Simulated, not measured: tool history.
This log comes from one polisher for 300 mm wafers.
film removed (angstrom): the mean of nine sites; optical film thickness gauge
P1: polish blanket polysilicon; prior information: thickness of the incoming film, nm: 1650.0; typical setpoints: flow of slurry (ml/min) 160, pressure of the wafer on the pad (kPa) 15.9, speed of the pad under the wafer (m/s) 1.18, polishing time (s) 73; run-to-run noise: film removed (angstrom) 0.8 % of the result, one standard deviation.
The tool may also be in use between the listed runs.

| run | day | flow of slurry (ml/min) | pressure of the wafer on the pad (kPa) | speed of the pad under the wafer (m/s) | polishing time (s) | film removed (angstrom) |
|---|---|---|---|---|---|---|
| 1 | 0.646 | 160 | 15.9 | 1.18 | 73 | 5154.9 |
| 2 | 1.267 | 160 | 15.9 | 1.18 | 73 | 5161.5 |
| 3 | 1.925 | 160 | 15.9 | 0.74 | 42 | 1863.6 |
| 4 | 2.321 | 160 | 15.9 | 1.18 | 73 | 5154.3 |
|  | 2.488 | head pressure recalibrated |
| 5 | 2.788 | 160 | 15.9 | 1.18 | 73 | 5209.2 |
| 6 | 3.475 | 200 | 15.9 | 1.18 | 73 | 5300.4 |
| 7 | 4.158 | 160 | 15.9 | 1.18 | 73 | 5161.8 |
| 8 | 4.55 | 160 | 15.9 | 1.18 | 73 | 5249.2 |
| 9 | 4.954 | 160 | 20.7 | 1.18 | 73 | 6662.3 |
| 10 | 5.454 | 160 | 9 | 1.18 | 39 | 1550 |
| 11 | 5.904 | 160 | 6.9 | 1.18 | 73 | 2232.8 |

Estimate the outcome of run 12 from the log above:
| 12 | 6.55 | 160 | 15.9 | 1.18 | 116 | ? |

Run 12 came out at film removed (angstrom) 8166.4.
